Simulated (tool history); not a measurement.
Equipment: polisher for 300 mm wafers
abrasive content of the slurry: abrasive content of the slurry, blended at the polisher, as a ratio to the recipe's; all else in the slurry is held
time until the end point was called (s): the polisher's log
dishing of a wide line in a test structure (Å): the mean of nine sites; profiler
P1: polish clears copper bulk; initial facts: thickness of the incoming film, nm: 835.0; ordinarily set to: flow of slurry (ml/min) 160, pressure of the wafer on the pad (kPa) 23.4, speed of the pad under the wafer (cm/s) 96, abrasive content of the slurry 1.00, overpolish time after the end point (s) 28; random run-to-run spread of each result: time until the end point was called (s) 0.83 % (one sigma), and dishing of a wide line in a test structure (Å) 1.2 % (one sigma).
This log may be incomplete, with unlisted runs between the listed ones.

| run | hour | flow of slurry (ml/min) | pressure of the wafer on the pad (kPa) | speed of the pad under the wafer (cm/s) | abrasive content of the slurry | overpolish time after the end point (s) | wafers polished on this pad | hours since the slurry nozzle was cleaned | hours since the head pressure was calibrated | hours since the slurry blender was calibrated | time until the end point was called (s) | dishing of a wide line in a test structure (Å) |
|---|---|---|---|---|---|---|---|---|---|---|---|---|
| 1 | 12.3 | 160 | 23.4 | 96 | 1.00 | 28 | 818 | 162.2 | 745.6 | 55.2 | 78.872 | 1422.30 |
| 2 | 26.2 | 160 | 23.4 | 96 | 1.00 | 28 | 904 | 176.1 | 759.5 | 69.1 | 79.129 | 1410.60 |
| 3 | 33.5 | 160 | 35.9 | 96 | 1.00 | 52 | 949 | 183.4 | 766.8 | 76.4 | 51.357 | 2308.40 |
| 4 | 41.4 | 120 | 35.9 | 96 | 1.00 | 28 | 998 | 191.3 | 774.7 | 84.3 | 54.781 | 1840.10 |
| 5 | 57.2 | 160 | 23.4 | 96 | 1.00 | 40 | 1095 | 207.1 | 790.5 | 100.1 | 79.325 | 1684.80 |
| 6 | 68.3 | 160 | 23.4 | 96 | 0.55 | 28 | 1164 | 218.2 | 801.6 | 111.2 | 90.001 | 1366.20 |
|  | 77.8 | slurry blender recalibrated |
| 7 | 81.9 | 160 | 23.4 | 96 | 1.00 | 28 | 1248 | 231.8 | 815.2 | 4.2 | 78.848 | 1436.40 |
| 8 | 92.4 | 95 | 23.4 | 96 | 1.00 | 28 | 1312 | 242.3 | 825.7 | 14.7 | 89.124 | 1347.00 |
| 9 | 106.2 | 245 | 23.4 | 96 | 1.00 | 28 | 1397 | 256.1 | 839.5 | 28.5 | 75.022 | 1434.00 |
| 10 | 114.0 | 160 | 23.4 | 152 | 1.00 | 28 | 1445 | 263.9 | 847.3 | 36.3 | 49.305 | 1776.90 |
| 11 | 129.9 | 160 | 23.4 | 96 | 1.00 | 28 | 1544 | 279.8 | 863.2 | 52.2 | 79.343 | 1406.30 |
| 12 | 146.7 | 160 | 23.4 | 96 | 1.00 | 14 | 1647 | 296.6 | 880.0 | 69.0 | 78.290 | 915.96 |
| 13 | 158.1 | 160 | 23.4 | 48 | 1.00 | 28 | 1717 | 308.0 | 891.4 | 80.4 | 161.110 | 905.06 |
| 14 | 168.3 | 160 | 23.4 | 134 | 1.45 | 28 | 1780 | 318.2 | 901.6 | 90.6 | 52.748 | 1714.10 |
| 15 | 184.3 | 160 | 23.4 | 96 | 1.00 | 28 | 1879 | 334.2 | 917.6 | 106.6 | 79.073 | 1436.10 |
| 16 | 196.4 | 160 | 35.2 | 96 | 1.00 | 28 | 1954 | 346.3 | 929.7 | 118.7 | 53.373 | 1867.80 |
| 17 | 209.8 | 160 | 23.4 | 96 | 1.45 | 28 | 2036 | 359.7 | 943.1 | 132.1 | 73.490 | 1473.30 |

Expected results for the next run?
| 18 | 224.3 | 160 | 15.9 | 96 | 1.00 | 28 | 2126 | 374.2 | 957.6 | 146.6 | ? | ? |

Run 18 came out at time until the end point was called (s) 114.840, dishing of a wide line in a test structure (Å) 1056.30.

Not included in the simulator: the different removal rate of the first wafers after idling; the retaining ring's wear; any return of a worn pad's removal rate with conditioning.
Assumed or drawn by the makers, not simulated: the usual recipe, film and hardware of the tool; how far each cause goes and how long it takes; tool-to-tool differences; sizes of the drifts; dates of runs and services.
